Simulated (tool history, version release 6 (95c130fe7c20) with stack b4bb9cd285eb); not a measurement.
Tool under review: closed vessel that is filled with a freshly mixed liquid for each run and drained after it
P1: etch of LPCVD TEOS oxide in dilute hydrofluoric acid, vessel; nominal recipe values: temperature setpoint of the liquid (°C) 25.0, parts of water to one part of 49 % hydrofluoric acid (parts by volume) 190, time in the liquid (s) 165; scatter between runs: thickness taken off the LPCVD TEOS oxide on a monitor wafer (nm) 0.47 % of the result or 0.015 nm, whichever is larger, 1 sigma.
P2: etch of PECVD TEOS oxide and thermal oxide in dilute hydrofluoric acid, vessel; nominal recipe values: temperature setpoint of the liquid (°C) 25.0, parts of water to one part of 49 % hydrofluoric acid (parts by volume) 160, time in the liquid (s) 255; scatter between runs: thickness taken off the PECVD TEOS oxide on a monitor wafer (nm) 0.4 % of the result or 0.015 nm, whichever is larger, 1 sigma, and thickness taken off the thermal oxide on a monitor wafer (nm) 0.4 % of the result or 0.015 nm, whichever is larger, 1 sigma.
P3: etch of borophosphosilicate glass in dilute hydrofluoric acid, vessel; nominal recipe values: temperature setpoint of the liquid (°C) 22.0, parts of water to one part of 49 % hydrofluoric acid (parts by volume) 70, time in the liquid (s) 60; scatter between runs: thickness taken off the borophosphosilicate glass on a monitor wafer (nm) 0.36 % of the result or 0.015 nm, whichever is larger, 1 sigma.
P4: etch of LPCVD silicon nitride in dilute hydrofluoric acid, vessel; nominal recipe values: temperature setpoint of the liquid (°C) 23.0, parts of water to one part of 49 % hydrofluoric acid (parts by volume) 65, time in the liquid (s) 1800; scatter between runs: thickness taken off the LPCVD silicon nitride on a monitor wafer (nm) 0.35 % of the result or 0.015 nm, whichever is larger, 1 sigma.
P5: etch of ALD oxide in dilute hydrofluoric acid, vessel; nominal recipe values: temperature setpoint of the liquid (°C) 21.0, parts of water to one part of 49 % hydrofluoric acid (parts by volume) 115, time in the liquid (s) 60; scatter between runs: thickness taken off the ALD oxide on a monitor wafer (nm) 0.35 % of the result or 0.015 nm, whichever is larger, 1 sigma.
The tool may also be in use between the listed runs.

run   hour  process that ran  temperature setpoint of the liquid (°C)  parts of water to one part of 49 % hydrofluoric acid (parts by volume)  time in the liquid (s)  hours since the thermometer was replaced  hours since the hydrofluoric acid flow meter was replaced  thickness taken off the LPCVD TEOS oxide on a monitor wafer (nm)  thickness taken off the LPCVD silicon nitride on a monitor wafer (nm)  thickness taken off the PECVD TEOS oxide on a monitor wafer (nm)  thickness taken off the thermal oxide on a monitor wafer (nm)  thickness taken off the ALD oxide on a monitor wafer (nm)  thickness taken off the borophosphosilicate glass on a monitor wafer (nm)
  1   11.2                P1                                     25.0                                                                     190                     165                                     333.2                                                      374.9                                                           28.8910
  2   19.8                P4                                     23.0                                                                      65                    1800                                     341.8                                                      383.5                                                                                                                                  13.0920
  3   31.6                P2                                     25.0                                                                     265                     255                                     353.6                                                      395.3                                                                                                                                                                                                     24.167                                                         3.7195
  4   41.3                P1                                     32.0                                                                     190                     165                                     363.3                                                      405.0                                                           36.8220
  5   52.3                P2                                     32.5                                                                     160                     255                                     374.3                                                      416.0                                                                                                                                                                                                     59.119                                                         9.1006
  6   64.2                P5                                     17.0                                                                     115                      60                                     386.2                                                      427.9                                                                                                                                                                                                                                                                                                                              12.9050
  7   75.2                P3                                     22.0                                                                      70                      60                                     397.2                                                      438.9                                                                                                                                                                                                                                                                                                                                                                                                          26.801
  8   82.8                P5                                     21.0                                                                     190                      60                                     404.8                                                      446.5                                                                                                                                                                                                                                                                                                                               8.5153
  9   89.8                P1                                     25.0                                                                     190                      70                                     411.8                                                      453.5                                                           12.2930
 10   97.5                P4                                     23.0                                                                      65                    3355                                     419.5                                                      461.2                                                                                                                                  24.5470
 11  111.3                P1                                     25.0                                                                     190                     165                                     433.3                                                      475.0                                                           28.8150
 12  118.5                P1                                     25.0                                                                     190                     295                                     440.5                                                      482.2                                                           51.4400
 13  125.7                P1                                     25.0                                                                     190                     165                                     447.7                                                      489.4                                                           28.6350
 14  132.5                P3                                     22.0                                                                      70                      30                                     454.5                                                      496.2                                                                                                                                                                                                                                                                                                                                                                                                          13.396
 15  139.1                P2                                     25.0                                                                     160                     255                                     461.1                                                      502.8                                                                                                                                                                                                     44.689                                                         6.9265
 16  146.0                P5                                     21.0                                                                     115                      60                                     468.0                                                      509.7                                                                                                                                                                                                                                                                                                                              15.2270
 17  156.2                P1                                     20.0                                                                     190                     165                                     478.2                                                      519.9                                                           23.7770
 18  170.6                P4                                     23.0                                                                     110                    1800                                     492.6                                                      534.3                                                                                                                                   7.7673
 19  184.8                P1                                     25.0                                                                     190                     165                                     506.8                                                      548.5                                                           28.7570
 20  194.6                P4                                     17.5                                                                      65                    1800                                     516.6                                                      558.3                                                                                                                                   9.0178
 21  207.5                P1                                     25.0                                                                     290                      95                                     529.5                                                      571.2                                                            9.7646
 22  220.6                P3                                     22.0                                                                     120                      60                                     542.6                                                      584.3                                                                                                                                                                                                                                                                                                                                                                                                          14.722
 23  229.0                P5                                     21.0                                                                     115                      60                                     551.0                                                      592.7                                                                                                                                                                                                                                                                                                                              15.2570
 24  236.9                P2                                     25.0                                                                     160                     380                                     558.9                                                      600.6                                                                                                                                                                                                     66.824                                                        10.3250
 25  249.8                P1                                     25.0                                                                      35                     165                                     571.8                                                      613.5                                                          190.0000
 26  261.8                P5                                     21.0                                                                     115                      30                                     583.8                                                      625.5                                                                                                                                                                                                                                                                                                                               7.5936
 27  273.6                P1                                     25.0                                                                     325                     165                                     595.6                                                      637.3                                                           14.6870
 28  280.7                P3                                     30.0                                                                      70                      60                                     602.7                                                      644.4                                                                                                                                                                                                                                                                                                                                                                                                          36.817
 29  294.0                P3                                     22.0                                                                      70                      60                                     616.0                                                      657.7                                                                                                                                                                                                                                                                                                                                                                                                          26.716
 30  301.4                P1                                     25.0                                                                     190                     165                                     623.4                                                      665.1                                                           28.4870
 31  311.3                P1                                     25.0                                                                     190                     165                                     633.3                                                      675.0                                                           29.6280
 32  322.4                P1                                     25.0                                                                     190                     165                                     644.4                                                      686.1                                                           29.8520
 33  329.8                P1                                     25.0                                                                     190                     165                                     651.8                                                      693.5                                                           30.0380
 34  338.6                P1                                     25.0                                                                     190                     165                                     660.6                                                      702.3                                                           30.3320
 35  351.7                P1                                     25.0                                                                     190                     165                                     673.7                                                      715.4                                                           30.4080
 36  365.7                P1                                     25.0                                                                     190                     165                                     687.7                                                      729.4                                                           30.5740
 37  377.3                P1                                     25.0                                                                     190                     165                                     699.3                                                      741.0                                                           30.6640
 38  389.1                P1                                     25.0                                                                     190                     165                                     711.1                                                      752.8                                                           30.6670
 39  395.9                P1                                     25.0                                                                     190                     165                                     717.9                                                      759.6                                                           30.7690
 40  409.7                P1                                     25.0                                                                     190                     165                                     731.7                                                      773.4                                                           30.6910
 41  420.5                P1                                     25.0                                                                     190                     165                                     742.5                                                      784.2                                                           30.8980

P1 no longer gives what it gave before; its output has crept away from where it was. The following 2 causes, each at its listed size, fit the log equally well:
A: liquid hotter than its thermometer reads (K) = 1.93
B: hydrofluoric acid flow above the setpoint (%) = 5.99
Onset of the creep was near hour 301.4.

Of the 4 check runs listed below, each run on one wafer and each result written as a question mark, which would let you distinguish the listed causes because they would give clearly different results?
check 1  431.3                P2                                     31.0                                                                     160                     255                                                                                                                                                                                                                                                                                                               ?                                                              ?
check 2  431.3                P4                                     20.0                                                                     105                    1800                                                                                                                                                                                                                                             ?
check 3  431.3                P3                                     27.0                                                                     105                      60                                                                                                                                                                                                                                                                                                                                                                                                                                                                                                                    ?
check 4  431.3                P5                                     21.0                                                                     150                      60                                                                                                                                                                                                                                                                                                                                                                                                                                         ?

Outcome of each check run for each possible cause:
  check                                                                     result     if A     if B
check 1           thickness taken off the PECVD TEOS oxide on a monitor wafer (nm)   59.439   59.604
check 1              thickness taken off the thermal oxide on a monitor wafer (nm)   9.2124   9.2380
check 2      thickness taken off the LPCVD silicon nitride on a monitor wafer (nm)   7.6373   7.0970
check 3  thickness taken off the borophosphosilicate glass on a monitor wafer (nm)   22.394   22.227
check 4                  thickness taken off the ALD oxide on a monitor wafer (nm)  12.0620  11.9660
How far apart the two closest causes lie, in the result that separates them most: check 1 0.28 %; check 2 7.34 %; check 3 0.75 %; check 4 0.8 %
The causes can be told apart only by check 2. The other checks would give nearly the same results under each of them.

Running check 2 produced the following: thickness taken off the LPCVD silicon nitride on a monitor wafer (nm) 7.0669. Which one of the listed causes fits?

It was cause B: hydrofluoric acid flow above the setpoint (%).

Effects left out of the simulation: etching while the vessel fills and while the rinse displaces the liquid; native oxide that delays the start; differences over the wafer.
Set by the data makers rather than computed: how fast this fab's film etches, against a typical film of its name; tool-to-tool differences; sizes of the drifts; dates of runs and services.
